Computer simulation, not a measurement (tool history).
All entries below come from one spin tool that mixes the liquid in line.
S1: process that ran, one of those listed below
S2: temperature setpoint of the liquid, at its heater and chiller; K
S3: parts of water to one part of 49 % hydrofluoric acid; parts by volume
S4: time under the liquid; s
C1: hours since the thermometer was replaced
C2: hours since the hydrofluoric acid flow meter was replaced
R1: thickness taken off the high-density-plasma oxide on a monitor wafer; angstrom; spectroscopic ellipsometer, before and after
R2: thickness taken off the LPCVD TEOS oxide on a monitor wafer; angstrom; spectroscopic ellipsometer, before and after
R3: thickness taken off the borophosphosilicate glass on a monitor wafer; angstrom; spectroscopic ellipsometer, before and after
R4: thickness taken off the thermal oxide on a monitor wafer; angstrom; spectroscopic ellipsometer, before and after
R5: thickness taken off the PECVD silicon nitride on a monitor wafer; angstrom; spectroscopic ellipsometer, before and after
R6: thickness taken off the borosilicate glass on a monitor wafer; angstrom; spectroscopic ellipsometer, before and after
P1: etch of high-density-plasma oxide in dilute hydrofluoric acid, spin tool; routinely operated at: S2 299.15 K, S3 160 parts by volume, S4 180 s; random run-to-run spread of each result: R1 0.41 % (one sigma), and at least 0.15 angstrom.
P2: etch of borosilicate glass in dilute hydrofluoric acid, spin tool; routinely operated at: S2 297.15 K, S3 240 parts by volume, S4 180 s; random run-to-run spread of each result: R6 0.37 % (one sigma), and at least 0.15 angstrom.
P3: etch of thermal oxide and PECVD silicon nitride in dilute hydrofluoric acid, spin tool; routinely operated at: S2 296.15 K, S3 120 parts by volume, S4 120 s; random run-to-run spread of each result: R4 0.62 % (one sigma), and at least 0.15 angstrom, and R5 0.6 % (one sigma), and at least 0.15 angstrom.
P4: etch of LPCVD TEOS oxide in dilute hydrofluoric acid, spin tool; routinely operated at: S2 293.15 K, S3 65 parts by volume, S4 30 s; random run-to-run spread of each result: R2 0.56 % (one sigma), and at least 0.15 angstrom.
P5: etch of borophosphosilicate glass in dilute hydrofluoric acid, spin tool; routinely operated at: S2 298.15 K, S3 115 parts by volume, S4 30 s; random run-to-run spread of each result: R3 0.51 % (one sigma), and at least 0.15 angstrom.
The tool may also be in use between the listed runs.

| run | hour | S1 | S2 | S3 | S4 | C1 | C2 | R1 | R2 | R3 | R4 | R5 | R6 |
|---|---|---|---|---|---|---|---|---|---|---|---|---|---|
| 1 | 17.4 | P1 | 299.15 | 160 | 180 | 953.7 | 780.2 | 69.243 |  |  |  |  |  |
| 2 | 31.5 | P4 | 293.15 | 65 | 30 | 967.8 | 794.3 |  | 122.9 |  |  |  |  |
| 3 | 46.8 | P5 | 298.15 | 115 | 30 | 983.1 | 809.6 |  |  | 102.47 |  |  |  |
| 4 | 57.2 | P3 | 296.15 | 120 | 220 | 993.5 | 820 |  |  |  | 83.396 | 98.129 |  |
| 5 | 66.1 | P5 | 298.15 | 115 | 60 | 1002.4 | 828.9 |  |  | 204.06 |  |  |  |
| 6 | 81.8 | P1 | 293.65 | 160 | 180 | 1018.1 | 844.6 | 55.776 |  |  |  |  |  |
| 7 | 93.4 | P3 | 296.15 | 120 | 120 | 1029.7 | 856.2 |  |  |  | 45.189 | 53.297 |  |
| 8 | 108.2 | P1 | 307.15 | 160 | 180 | 1044.5 | 871 | 92.201 |  |  |  |  |  |
| 9 | 118.2 | P5 | 306.65 | 115 | 30 | 1054.5 | 881 |  |  | 139.49 |  |  |  |
| 10 | 131.4 | P2 | 292.15 | 240 | 180 | 1067.7 | 894.2 |  |  |  |  |  | 187.83 |
| 11 | 140.8 | P2 | 297.15 | 420 | 180 | 1077.1 | 903.6 |  |  |  |  |  | 109.31 |
| 12 | 151.5 | P3 | 290.15 | 120 | 120 | 1087.8 | 914.3 |  |  |  | 35.283 | 36.154 |  |
| 13 | 161 | P2 | 297.15 | 240 | 180 | 1097.3 | 923.8 |  |  |  |  |  | 227.09 |
| 14 | 171.5 | P4 | 293.15 | 20 | 30 | 1107.8 | 934.3 |  | 420.5 |  |  |  |  |
| 15 | 185 | P2 | 297.15 | 240 | 285 | 1121.3 | 947.8 |  |  |  |  |  | 359.7 |
| 16 | 195.9 | P1 | 299.15 | 290 | 180 | 1132.2 | 958.7 | 32.844 |  |  |  |  |  |
| 17 | 213.5 | P1 | 299.15 | 85 | 180 | 1149.8 | 976.3 | 143.44 |  |  |  |  |  |
| 18 | 230.5 | P1 | 299.15 | 160 | 180 | 1166.8 | 993.3 | 69.159 |  |  |  |  |  |
| 19 | 246 | P4 | 300.15 | 65 | 30 | 1182.3 | 1008.8 |  | 163.32 |  |  |  |  |
| 20 | 263.3 | P4 | 293.15 | 65 | 15 | 1199.6 | 1026.1 |  | 61.801 |  |  |  |  |
| 21 | 274.1 | P3 | 296.15 | 20 | 120 | 1210.4 | 1036.9 |  |  |  | 311.26 | 302.95 |  |
| 22 | 284.3 | P1 | 299.15 | 160 | 180 | 1220.6 | 1047.1 | 68.682 |  |  |  |  |  |
| 23 | 299.1 | P5 | 298.15 | 165 | 30 | 1235.4 | 1061.9 |  |  | 67.429 |  |  |  |
| 24 | 313.4 | P1 | 299.15 | 160 | 280 | 1249.7 | 1076.2 | 107.68 |  |  |  |  |  |
| 25 | 326.4 | P1 | 299.15 | 160 | 180 | 1262.7 | 1089.2 | 68.819 |  |  |  |  |  |
| 26 | 337.6 | P2 | 297.15 | 240 | 180 | 1273.9 | 1100.4 |  |  |  |  |  | 225.4 |
| 27 | 349.1 | P1 | 299.15 | 160 | 180 | 1285.4 | 1111.9 | 68.261 |  |  |  |  |  |
| 28 | 359.1 | P1 | 299.15 | 160 | 70 | 1295.4 | 1121.9 | 26.909 |  |  |  |  |  |
| 29 | 373.3 | P1 | 299.15 | 160 | 180 | 1309.6 | 1136.1 | 69.128 |  |  |  |  |  |
| 30 | 382.4 | P1 | 299.15 | 160 | 180 | 1318.7 | 1145.2 | 68.801 |  |  |  |  |  |
| 31 | 396.6 | P1 | 299.15 | 245 | 270 | 1332.9 | 1159.4 | 62.161 |  |  |  |  |  |
| 32 | 412.1 | P1 | 299.15 | 160 | 180 | 1348.4 | 1174.9 | 69.574 |  |  |  |  |  |
| 33 | 429.3 | P1 | 299.15 | 160 | 180 | 1365.6 | 1192.1 | 71.147 |  |  |  |  |  |
| 34 | 441 | P1 | 299.15 | 160 | 180 | 1377.3 | 1203.8 | 72.065 |  |  |  |  |  |
| 35 | 458.1 | P1 | 299.15 | 160 | 180 | 1394.4 | 1220.9 | 73.246 |  |  |  |  |  |
| 36 | 473.2 | P1 | 299.15 | 160 | 180 | 1409.5 | 1236 | 74.746 |  |  |  |  |  |
| 37 | 483.9 | P1 | 299.15 | 160 | 180 | 1420.2 | 1246.7 | 74.751 |  |  |  |  |  |
| 38 | 494.7 | P1 | 299.15 | 160 | 180 | 1431 | 1257.5 | 74.604 |  |  |  |  |  |
| 39 | 509.4 | P1 | 299.15 | 160 | 180 | 1445.7 | 1272.2 | 75.248 |  |  |  |  |  |
| 40 | 526.2 | P1 | 299.15 | 160 | 180 | 1462.5 | 1289 | 75.115 |  |  |  |  |  |
| 41 | 540.7 | P1 | 299.15 | 160 | 180 | 1477 | 1303.5 | 75.189 |  |  |  |  |  |

What will run 42 give?
| 42 | 548.5 | P1 | 299.15 | 160 | 180 | 1484.8 | 1311.3 | ? |  |  |  |  |  |

{"run 42": {"R1": 75.139}}
